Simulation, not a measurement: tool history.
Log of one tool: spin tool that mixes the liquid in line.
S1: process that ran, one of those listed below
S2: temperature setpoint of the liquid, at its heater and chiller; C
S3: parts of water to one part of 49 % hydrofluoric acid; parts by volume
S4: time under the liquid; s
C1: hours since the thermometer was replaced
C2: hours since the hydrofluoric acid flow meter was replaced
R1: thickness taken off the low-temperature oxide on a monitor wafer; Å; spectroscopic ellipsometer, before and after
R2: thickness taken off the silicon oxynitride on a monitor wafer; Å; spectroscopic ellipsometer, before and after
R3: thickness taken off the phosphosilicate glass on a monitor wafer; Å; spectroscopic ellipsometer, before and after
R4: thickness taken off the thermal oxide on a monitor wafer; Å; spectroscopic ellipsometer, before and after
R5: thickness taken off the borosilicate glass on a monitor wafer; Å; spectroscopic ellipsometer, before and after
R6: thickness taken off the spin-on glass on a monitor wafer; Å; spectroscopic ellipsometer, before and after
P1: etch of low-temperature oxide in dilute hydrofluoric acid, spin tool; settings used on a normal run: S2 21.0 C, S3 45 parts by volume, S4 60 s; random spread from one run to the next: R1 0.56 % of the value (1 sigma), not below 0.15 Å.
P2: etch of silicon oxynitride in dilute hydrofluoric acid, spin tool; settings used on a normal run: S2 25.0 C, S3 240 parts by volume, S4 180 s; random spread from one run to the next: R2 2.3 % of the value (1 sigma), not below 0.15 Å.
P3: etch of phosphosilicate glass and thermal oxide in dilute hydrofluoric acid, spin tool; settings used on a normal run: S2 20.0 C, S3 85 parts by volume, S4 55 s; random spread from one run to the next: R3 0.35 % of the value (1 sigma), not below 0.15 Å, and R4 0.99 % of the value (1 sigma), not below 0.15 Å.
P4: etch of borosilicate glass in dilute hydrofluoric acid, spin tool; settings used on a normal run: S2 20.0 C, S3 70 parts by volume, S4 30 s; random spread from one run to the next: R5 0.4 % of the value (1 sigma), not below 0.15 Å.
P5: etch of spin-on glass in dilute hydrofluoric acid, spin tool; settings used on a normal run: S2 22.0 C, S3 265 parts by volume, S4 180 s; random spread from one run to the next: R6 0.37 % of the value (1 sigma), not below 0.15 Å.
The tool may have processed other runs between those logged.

{"run": 1, "hour": 5.2, "S1": "P1", "S2": 21.0, "S3": 45, "S4": 60, "C1": 1170.3, "C2": 817.8, "R1": 274.23}
{"run": 2, "hour": 10.2, "S1": "P2", "S2": 25.0, "S3": 240, "S4": 285, "C1": 1175.3, "C2": 822.8, "R2": 16.122}
{"run": 3, "hour": 15.4, "S1": "P1", "S2": 21.0, "S3": 45, "S4": 60, "C1": 1180.5, "C2": 828.0, "R1": 273.81}
{"run": 4, "hour": 19.1, "S1": "P3", "S2": 20.0, "S3": 85, "S4": 15, "C1": 1184.2, "C2": 831.7, "R3": 144.48, "R4": 7.3185}
{"run": 5, "hour": 25.6, "S1": "P2", "S2": 29.5, "S3": 240, "S4": 180, "C1": 1190.7, "C2": 838.2, "R2": 12.459}
{"run": 6, "hour": 31.5, "S1": "P1", "S2": 17.0, "S3": 45, "S4": 60, "C1": 1196.6, "C2": 844.1, "R1": 232.45}
{"run": 7, "hour": 35.2, "S1": "P3", "S2": 28.0, "S3": 85, "S4": 55, "C1": 1200.3, "C2": 847.8, "R3": 726.32, "R4": 37.338}
{"run": 8, "hour": 39.0, "S1": "P1", "S2": 21.0, "S3": 45, "S4": 60, "C1": 1204.1, "C2": 851.6, "R1": 272.99}
{"run": 9, "hour": 42.7, "S1": "P4", "S2": 20.0, "S3": 30, "S4": 30, "C1": 1207.8, "C2": 855.3, "R5": 429.4}
{"run": 10, "hour": 48.6, "S1": "P4", "S2": 27.0, "S3": 70, "S4": 30, "C1": 1213.7, "C2": 861.2, "R5": 232.7}
{"run": 11, "hour": 52.7, "S1": "P1", "S2": 21.0, "S3": 45, "S4": 60, "C1": 1217.8, "C2": 865.3, "R1": 272.54}
{"run": 12, "hour": 56.9, "S1": "P1", "S2": 21.0, "S3": 70, "S4": 60, "C1": 1222.0, "C2": 869.5, "R1": 170.49}
{"run": 13, "hour": 60.6, "S1": "P1", "S2": 21.0, "S3": 20, "S4": 60, "C1": 1225.7, "C2": 873.2, "R1": 633.31}
{"run": 14, "hour": 67.6, "S1": "P5", "S2": 17.0, "S3": 265, "S4": 180, "C1": 1232.7, "C2": 880.2, "R6": 184.04}
{"run": 15, "hour": 72.0, "S1": "P4", "S2": 20.0, "S3": 70, "S4": 15, "C1": 1237.1, "C2": 884.6, "R5": 87.292}
{"run": 16, "hour": 75.5, "S1": "P5", "S2": 22.0, "S3": 265, "S4": 180, "C1": 1240.6, "C2": 888.1, "R6": 221.98}
{"run": 17, "hour": 82.7, "S1": "P4", "S2": 20.0, "S3": 70, "S4": 30, "C1": 1247.8, "C2": 895.3, "R5": 174.3}
{"run": 18, "hour": 86.4, "S1": "P3", "S2": 20.0, "S3": 85, "S4": 55, "C1": 1251.5, "C2": 899.0, "R3": 529.42, "R4": 27.124}
{"run": 19, "hour": 91.1, "S1": "P2", "S2": 25.0, "S3": 240, "S4": 180, "C1": 1256.2, "C2": 903.7, "R2": 10.439}
{"run": 20, "hour": 97.5, "S1": "P2", "S2": 25.0, "S3": 440, "S4": 180, "C1": 1262.6, "C2": 910.1, "R2": 4.7938}
{"run": 21, "hour": 103.9, "S1": "P5", "S2": 22.0, "S3": 430, "S4": 180, "C1": 1269.0, "C2": 916.5, "R6": 117.57}
{"run": 22, "hour": 107.8, "S1": "P1", "S2": 21.0, "S3": 45, "S4": 105, "C1": 1272.9, "C2": 920.4, "R1": 484.59}
{"run": 23, "hour": 113.5, "S1": "P3", "S2": 20.0, "S3": 20, "S4": 55, "C1": 1278.6, "C2": 926.1, "R3": 2431.0, "R4": 124.76}
{"run": 24, "hour": 116.9, "S1": "P1", "S2": 25.0, "S3": 30, "S4": 60, "C1": 1282.0, "C2": 929.5, "R1": 492.41}
{"run": 25, "hour": 123.2, "S1": "P2", "S2": 25.0, "S3": 240, "S4": 180, "C1": 1288.3, "C2": 935.8, "R2": 10.035}
{"run": 26, "hour": 129.0, "S1": "P1", "S2": 27.0, "S3": 45, "S4": 60, "C1": 1294.1, "C2": 941.6, "R1": 346.22}
{"run": 27, "hour": 136.2, "S1": "P4", "S2": 20.0, "S3": 70, "S4": 30, "C1": 1301.3, "C2": 948.8, "R5": 174.02}
{"run": 28, "hour": 141.4, "S1": "P1", "S2": 21.0, "S3": 45, "S4": 60, "C1": 1306.5, "C2": 954.0, "R1": 272.77}
{"run": 29, "hour": 144.7, "S1": "P1", "S2": 21.0, "S3": 45, "S4": 60, "C1": 1309.8, "C2": 957.3, "R1": 274.61}
{"run": 30, "hour": 149.7, "S1": "P1", "S2": 21.0, "S3": 45, "S4": 20, "C1": 1314.8, "C2": 962.3, "R1": 90.676}
{"run": 31, "hour": 153.7, "S1": "P5", "S2": 22.0, "S3": 265, "S4": 340, "C1": 1318.8, "C2": 966.3, "R6": 417.24}
{"run": 32, "hour": 157.3, "S1": "P1", "S2": 21.0, "S3": 45, "S4": 60, "C1": 1322.4, "C2": 969.9, "R1": 271.38}
{"run": 33, "hour": 162.7, "S1": "P1", "S2": 21.0, "S3": 45, "S4": 60, "C1": 1327.8, "C2": 975.3, "R1": 281.8}
{"run": 34, "hour": 169.6, "S1": "P1", "S2": 21.0, "S3": 45, "S4": 60, "C1": 1334.7, "C2": 982.2, "R1": 288.46}
{"run": 35, "hour": 174.4, "S1": "P1", "S2": 21.0, "S3": 45, "S4": 60, "C1": 1339.5, "C2": 987.0, "R1": 293.67}
{"run": 36, "hour": 177.8, "S1": "P1", "S2": 21.0, "S3": 45, "S4": 60, "C1": 1342.9, "C2": 990.4, "R1": 294.25}
{"run": 37, "hour": 185.0, "S1": "P1", "S2": 21.0, "S3": 45, "S4": 60, "C1": 1350.1, "C2": 997.6, "R1": 298.67}
{"run": 38, "hour": 191.7, "S1": "P1", "S2": 21.0, "S3": 45, "S4": 60, "C1": 1356.8, "C2": 1004.3, "R1": 298.86}
{"run": 39, "hour": 196.4, "S1": "P1", "S2": 21.0, "S3": 45, "S4": 60, "C1": 1361.5, "C2": 1009.0, "R1": 295.27}
{"run": 40, "hour": 199.8, "S1": "P1", "S2": 21.0, "S3": 45, "S4": 60, "C1": 1364.9, "C2": 1012.4, "R1": 297.75}
{"run": 41, "hour": 203.9, "S1": "P1", "S2": 21.0, "S3": 45, "S4": 60, "C1": 1369.0, "C2": 1016.5, "R1": 298.84}
{"run": 42, "hour": 210.4, "S1": "P1", "S2": 21.0, "S3": 45, "S4": 60, "C1": 1375.5, "C2": 1023.0, "R1": 298.06}
{"run": 43, "hour": 215.5, "S1": "P1", "S2": 21.0, "S3": 45, "S4": 60, "C1": 1380.6, "C2": 1028.1, "R1": 300.09}

What P1 gives has crept off from where it sat before. The 2 causes that follow fit the log equally well, each at the size noted:
A: hydrofluoric acid flow above the setpoint (%) = 9.26
B: liquid hotter than its thermometer reads (K) = 2.23
The creep began at about hour 157.3.

Question marks stand in for the results of the 4 check runs listed below, each run on one wafer. Under which run would the listed causes show clearly different results?
{"run": "check 1", "hour": 220.6, "S1": "P2", "S2": 25.0, "S3": 240, "S4": 180, "R2": "?"}
{"run": "check 2", "hour": 220.6, "S1": "P5", "S2": 22.0, "S3": 265, "S4": 180, "R6": "?"}
{"run": "check 3", "hour": 220.6, "S1": "P4", "S2": 20.0, "S3": 70, "S4": 30, "R5": "?"}
{"run": "check 4", "hour": 220.6, "S1": "P3", "S2": 20.0, "S3": 85, "S4": 55, "R3": "?", "R4": "?"}

If the cause were each of the candidates in turn, the checks would give the following:
check=check_1 result=R2 if_A=11.3420 if_B=11.2440
check=check_2 result=R6 if_A=248.47 if_B=241.02
check=check_3 result=R5 if_A=191.860 if_B=191.300
check=check_4 result=R3 if_A=582.14 if_B=579.13
check=check_4 result=R4 if_A=30.0820 if_B=29.9270
Minimum pairwise separation of causes per check, each pair taken at its best-separating result: check 1 0.87 %; check 2 3.05 %; check 3 0.29 %; check 4 0.52 %
Check 2 distinguishes between the causes, while the remaining checks would return nearly the same result for all of them.

After running check 2, the following was obtained: R6 248.01 Å. Which cause does this point to?

It was cause A: hydrofluoric acid flow above the setpoint (%).

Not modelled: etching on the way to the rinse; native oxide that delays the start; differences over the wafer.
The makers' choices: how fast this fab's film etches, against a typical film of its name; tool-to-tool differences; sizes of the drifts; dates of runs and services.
